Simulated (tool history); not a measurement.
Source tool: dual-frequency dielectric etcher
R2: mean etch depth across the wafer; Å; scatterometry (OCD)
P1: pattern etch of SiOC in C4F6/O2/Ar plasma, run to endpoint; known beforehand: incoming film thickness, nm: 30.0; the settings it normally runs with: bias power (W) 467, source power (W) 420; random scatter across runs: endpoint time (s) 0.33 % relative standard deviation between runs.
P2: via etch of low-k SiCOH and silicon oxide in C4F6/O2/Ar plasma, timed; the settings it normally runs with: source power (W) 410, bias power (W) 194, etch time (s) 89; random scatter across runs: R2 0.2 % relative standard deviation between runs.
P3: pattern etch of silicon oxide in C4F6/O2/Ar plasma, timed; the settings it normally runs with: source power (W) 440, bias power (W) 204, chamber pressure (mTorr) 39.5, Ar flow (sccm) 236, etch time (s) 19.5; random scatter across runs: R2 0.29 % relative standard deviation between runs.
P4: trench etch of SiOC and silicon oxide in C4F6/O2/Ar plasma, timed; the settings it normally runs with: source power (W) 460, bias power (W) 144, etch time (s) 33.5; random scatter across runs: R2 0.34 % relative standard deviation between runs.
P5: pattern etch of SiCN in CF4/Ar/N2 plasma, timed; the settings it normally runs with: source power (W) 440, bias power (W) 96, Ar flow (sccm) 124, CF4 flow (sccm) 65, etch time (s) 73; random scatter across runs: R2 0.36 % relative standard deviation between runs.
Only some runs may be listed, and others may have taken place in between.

{"run": 1, "day": 0.442, "process that ran": "P1", "bias power (W)": 467, "source power (W)": 420, "endpoint time (s)": 10.077}
{"run": 2, "day": 0.812, "process that ran": "P1", "bias power (W)": 467, "source power (W)": 270, "endpoint time (s)": 11.845}
{"run": 3, "day": 1.475, "process that ran": "P1", "bias power (W)": 467, "source power (W)": 420, "endpoint time (s)": 10.06}
{"run": 4, "day": 1.921, "process that ran": "P5", "bias power (W)": 96, "source power (W)": 440, "Ar flow (sccm)": 124, "CF4 flow (sccm)": 42, "etch time (s)": 73, "R2": 591.87}
{"run": 5, "day": 2.546, "process that ran": "P5", "bias power (W)": 96, "source power (W)": 440, "Ar flow (sccm)": 124, "CF4 flow (sccm)": 65, "etch time (s)": 73, "R2": 634.7}
{"run": 6, "day": 2.996, "process that ran": "P1", "bias power (W)": 467, "source power (W)": 420, "endpoint time (s)": 10.149}
{"run": 7, "day": 3.304, "process that ran": "P4", "bias power (W)": 144, "source power (W)": 460, "etch time (s)": 33.5, "R2": 680.06}
{"run": 8, "day": 3.612, "process that ran": "P5", "bias power (W)": 96, "source power (W)": 440, "Ar flow (sccm)": 151, "CF4 flow (sccm)": 65, "etch time (s)": 73, "R2": 611.36}
{"run": 9, "day": 4.267, "process that ran": "P1", "bias power (W)": 467, "source power (W)": 510, "endpoint time (s)": 9.4201}
{"run": 10, "day": 4.629, "process that ran": "P1", "bias power (W)": 467, "source power (W)": 420, "endpoint time (s)": 10.118}
{"run": 11, "day": 5.196, "process that ran": "P5", "bias power (W)": 117, "source power (W)": 440, "Ar flow (sccm)": 124, "CF4 flow (sccm)": 65, "etch time (s)": 73, "R2": 682.75}
{"run": 12, "day": 5.746, "process that ran": "P2", "bias power (W)": 194, "source power (W)": 410, "etch time (s)": 89, "R2": 2559.4}
{"run": 13, "day": 6.317, "process that ran": "P1", "bias power (W)": 617, "source power (W)": 550, "endpoint time (s)": 8.239}
{"run": 14, "day": 6.812, "process that ran": "P2", "bias power (W)": 194, "source power (W)": 410, "etch time (s)": 110, "R2": 3156.5}
{"run": 15, "day": 7.196, "process that ran": "P2", "bias power (W)": 123, "source power (W)": 410, "etch time (s)": 89, "R2": 2236.8}
{"run": 16, "day": 7.883, "process that ran": "P5", "bias power (W)": 96, "source power (W)": 600, "Ar flow (sccm)": 124, "CF4 flow (sccm)": 65, "etch time (s)": 73, "R2": 826.52}
{"run": 17, "day": 8.3, "process that ran": "P1", "bias power (W)": 467, "source power (W)": 420, "endpoint time (s)": 10.1}
{"run": 18, "day": 8.708, "process that ran": "P1", "bias power (W)": 603, "source power (W)": 330, "endpoint time (s)": 10.045}
{"run": 19, "day": 9.329, "process that ran": "P1", "bias power (W)": 333, "source power (W)": 420, "endpoint time (s)": 11.433}
{"run": 20, "day": 9.912, "process that ran": "P3", "bias power (W)": 204, "source power (W)": 440, "Ar flow (sccm)": 323, "etch time (s)": 19.5, "chamber pressure (mTorr)": 39.5, "R2": 635.07}
{"run": 21, "day": 10.275, "process that ran": "P4", "bias power (W)": 189, "source power (W)": 460, "etch time (s)": 33.5, "R2": 740.13}
{"day": 10.4, "done": "bias power generator calibrated"}
{"run": 22, "day": 10.875, "process that ran": "P2", "bias power (W)": 194, "source power (W)": 500, "etch time (s)": 89, "R2": 2766.6}
{"run": 23, "day": 11.396, "process that ran": "P3", "bias power (W)": 204, "source power (W)": 590, "Ar flow (sccm)": 236, "etch time (s)": 19.5, "chamber pressure (mTorr)": 39.5, "R2": 734.77}
{"run": 24, "day": 12.029, "process that ran": "P3", "bias power (W)": 123, "source power (W)": 440, "Ar flow (sccm)": 236, "etch time (s)": 19.5, "chamber pressure (mTorr)": 39.5, "R2": 562.18}
{"day": 12.062, "done": "source power generator calibrated"}
{"run": 25, "day": 12.379, "process that ran": "P5", "bias power (W)": 96, "source power (W)": 440, "Ar flow (sccm)": 124, "CF4 flow (sccm)": 65, "etch time (s)": 99.5, "R2": 864.08}
{"run": 26, "day": 12.775, "process that ran": "P3", "bias power (W)": 204, "source power (W)": 440, "Ar flow (sccm)": 236, "etch time (s)": 19.5, "chamber pressure (mTorr)": 39.5, "R2": 655.14}
{"run": 27, "day": 13.1, "process that ran": "P4", "bias power (W)": 144, "source power (W)": 610, "etch time (s)": 33.5, "R2": 757.14}
{"run": 28, "day": 13.596, "process that ran": "P3", "bias power (W)": 204, "source power (W)": 440, "Ar flow (sccm)": 236, "etch time (s)": 19.5, "chamber pressure (mTorr)": 56, "R2": 630.22}
{"run": 29, "day": 13.983, "process that ran": "P1", "bias power (W)": 563, "source power (W)": 420, "endpoint time (s)": 9.4639}
{"run": 30, "day": 14.4, "process that ran": "P4", "bias power (W)": 144, "source power (W)": 460, "etch time (s)": 33.5, "R2": 673.64}
{"day": 14.529, "done": "wet clean of the chamber"}
{"run": 31, "day": 14.992, "process that ran": "P4", "bias power (W)": 144, "source power (W)": 460, "etch time (s)": 42.5, "R2": 860.45}
{"run": 32, "day": 15.3, "process that ran": "P3", "bias power (W)": 204, "source power (W)": 440, "Ar flow (sccm)": 236, "etch time (s)": 29, "chamber pressure (mTorr)": 39.5, "R2": 972.5}
{"run": 33, "day": 15.683, "process that ran": "P5", "bias power (W)": 96, "source power (W)": 440, "Ar flow (sccm)": 124, "CF4 flow (sccm)": 65, "etch time (s)": 73, "R2": 632.23}
{"run": 34, "day": 16.375, "process that ran": "P1", "bias power (W)": 467, "source power (W)": 420, "endpoint time (s)": 10.182}
{"run": 35, "day": 16.688, "process that ran": "P1", "bias power (W)": 467, "source power (W)": 420, "endpoint time (s)": 10.138}
{"run": 36, "day": 17.029, "process that ran": "P1", "bias power (W)": 467, "source power (W)": 420, "endpoint time (s)": 10.146}
{"run": 37, "day": 17.679, "process that ran": "P1", "bias power (W)": 467, "source power (W)": 420, "endpoint time (s)": 10.148}
{"run": 38, "day": 18.158, "process that ran": "P1", "bias power (W)": 467, "source power (W)": 420, "endpoint time (s)": 10.189}
{"run": 39, "day": 18.717, "process that ran": "P1", "bias power (W)": 467, "source power (W)": 420, "endpoint time (s)": 10.21}
{"run": 40, "day": 19.333, "process that ran": "P1", "bias power (W)": 467, "source power (W)": 420, "endpoint time (s)": 10.249}
{"day": 19.567, "done": "wet clean of the chamber"}
{"run": 41, "day": 20.025, "process that ran": "P1", "bias power (W)": 467, "source power (W)": 420, "endpoint time (s)": 10.289}
{"run": 42, "day": 20.692, "process that ran": "P1", "bias power (W)": 467, "source power (W)": 420, "endpoint time (s)": 10.294}
{"run": 43, "day": 21.338, "process that ran": "P1", "bias power (W)": 467, "source power (W)": 420, "endpoint time (s)": 10.275}
{"run": 44, "day": 21.85, "process that ran": "P1", "bias power (W)": 467, "source power (W)": 420, "endpoint time (s)": 10.273}
{"run": 45, "day": 22.408, "process that ran": "P1", "bias power (W)": 467, "source power (W)": 420, "endpoint time (s)": 10.242}

What P1 gives has crept off from where it sat before. The 2 causes that follow fit the log equally well, each at the size noted:
A: source power that arrives under what is set, % = 4.33
B: bias power that arrives under what is set, % = 4.36
Onset of the creep was near day 16.375.
What rules out each remaining cause:
chamber walls in a state that lowers the etch rate, %: serviced at day 19.567, after the drift had started, without restoring the earlier output

4 check runs are offered, each on 2 wafers whose results are averaged, their results left as question marks. Which one tells the causes apart?
{"run": "check 1", "day": 22.967, "process that ran": "P2", "bias power (W)": 194, "source power (W)": 410, "etch time (s)": 89, "R2": "?"}
{"run": "check 2", "day": 22.967, "process that ran": "P4", "bias power (W)": 144, "source power (W)": 460, "etch time (s)": 33.5, "R2": "?"}
{"run": "check 3", "day": 22.967, "process that ran": "P3", "bias power (W)": 204, "source power (W)": 440, "Ar flow (sccm)": 236, "etch time (s)": 19.5, "chamber pressure (mTorr)": 39.5, "R2": "?"}
{"run": "check 4", "day": 22.967, "process that ran": "P5", "bias power (W)": 96, "source power (W)": 440, "Ar flow (sccm)": 124, "CF4 flow (sccm)": 65, "etch time (s)": 73, "R2": "?"}

Check results expected under each cause:
check=check_1 result=R2 if_A=2516.5 if_B=2523.9
check=check_2 result=R2 if_A=666.37 if_B=669.26
check=check_3 result=R2 if_A=644.68 if_B=646.52
check=check_4 result=R2 if_A=608.67 if_B=621.83
Per check, the gap between the least separated pair of causes, taken in the result that splits them most: check 1 0.29 %; check 2 0.43 %; check 3 0.28 %; check 4 2.14 %
The causes can be told apart only by check 4. The other checks would give nearly the same results under each of them.

The results of check 4 are: R2 623.15 Å. Based on these, which of the listed causes is it?

B is the cause: bias power that arrives under what is set, %.
